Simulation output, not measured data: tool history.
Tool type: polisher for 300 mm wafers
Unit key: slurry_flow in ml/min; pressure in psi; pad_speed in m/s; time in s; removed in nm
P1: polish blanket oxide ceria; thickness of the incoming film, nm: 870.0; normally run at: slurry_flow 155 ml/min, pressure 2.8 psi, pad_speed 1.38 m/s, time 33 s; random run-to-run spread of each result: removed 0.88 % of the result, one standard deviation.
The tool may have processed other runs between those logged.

run,day,slurry_flow,pressure,pad_speed,time,wafers polished on this pad,hours since the slurry nozzle was cleaned,hours since the head pressure was calibrated,removed
1,0.221,155,2.8,1.38,33,323,663.9,270.3,145.680
2,0.342,95,2.8,1.38,33,356,666.8,273.2,132.570
3,0.458,155,4.1,1.38,33,388,669.6,276.0,215.020
4,0.588,195,2.8,1.38,45,423,672.7,279.1,210.280
# day 0.721: worn pad replaced by a new one
5,0.779,95,2.8,1.38,42,16,677.3,283.7,167.730
6,0.975,155,2.8,2.14,33,69,682.0,288.4,226.930
7,1.158,155,2.8,1.38,46,119,686.4,292.8,202.280
8,1.296,155,2.8,1.38,33,156,689.7,296.1,146.690
9,1.425,155,2.8,1.38,33,191,692.8,299.2,148.350
10,1.546,155,2.8,0.72,33,224,695.7,302.1,77.904
11,1.688,155,2.8,1.38,33,262,699.1,305.5,144.130
12,1.883,155,2.8,1.38,33,315,703.8,310.2,143.490
13,2.058,155,2.8,1.38,33,362,708.0,314.4,147.660
14,2.183,155,2.8,1.38,33,396,711.0,317.4,146.080
15,2.429,245,2.8,1.38,33,462,716.9,323.3,155.940
16,2.592,155,2.8,1.38,17,506,720.8,327.2,75.053
17,2.700,155,1.3,1.38,33,536,723.4,329.8,68.439
18,2.850,155,2.8,1.38,33,576,727.0,333.4,148.140
19,2.958,155,2.8,1.38,33,606,729.6,336.0,143.060
20,3.100,155,2.8,1.38,33,644,733.0,339.4,135.950
21,3.300,155,2.8,1.38,33,698,737.8,344.2,136.450
22,3.433,155,2.8,1.38,33,734,741.0,347.4,134.960
# day 3.471: worn pad replaced by a new one
23,3.546,155,2.8,1.38,33,20,743.7,350.1,134.330
24,3.717,155,2.8,1.38,33,67,747.8,354.2,133.380
25,3.917,155,2.8,1.38,33,121,752.6,359.0,134.780

What P1 gives has crept off from where it sat before. The 2 causes that follow fit the log equally well, each at the size noted:
A: slurry flow missing at the pad, % = 34.9
B: head's pressure below its setpoint, % = 8.45
The gradual shift began around day 2.850.
Ruled out, with reasons:
removal rate lost through wear of the pad, %: serviced at day 3.471, after the change had begun; the process did not return to its earlier output

You are offered 4 check runs, listed below with question marks in place of their results; each one averages 2 wafers. Which run separates the listed causes by giving clearly different results for each?
check 1,4.117,155,2.8,1.04,33,,,,?
check 2,4.117,155,1.6,1.38,23,,,,?
check 3,4.117,95,3.9,1.38,33,,,,?
check 4,4.117,155,2.8,0.82,19,,,,?

If the cause were each of the candidates in turn, the checks would give the following:
check,result,if A,if B
check 1,removed,101.130,101.120
check 2,removed,53.445,53.438
check 3,removed,160.760,168.510
check 4,removed,45.910,45.904
Gap, in per cent, between the two causes that each check separates least, read from the result that separates them most: check 1 0.01 %; check 2 0.01 %; check 3 4.71 %; check 4 0.01 %
Of the check runs offered, only check 3 discriminates between the causes; the rest would read about the same regardless of which cause applies.

Here is what check 3 returned: removed 170.310 nm. Which cause is it?

It is B: head's pressure below its setpoint, %.

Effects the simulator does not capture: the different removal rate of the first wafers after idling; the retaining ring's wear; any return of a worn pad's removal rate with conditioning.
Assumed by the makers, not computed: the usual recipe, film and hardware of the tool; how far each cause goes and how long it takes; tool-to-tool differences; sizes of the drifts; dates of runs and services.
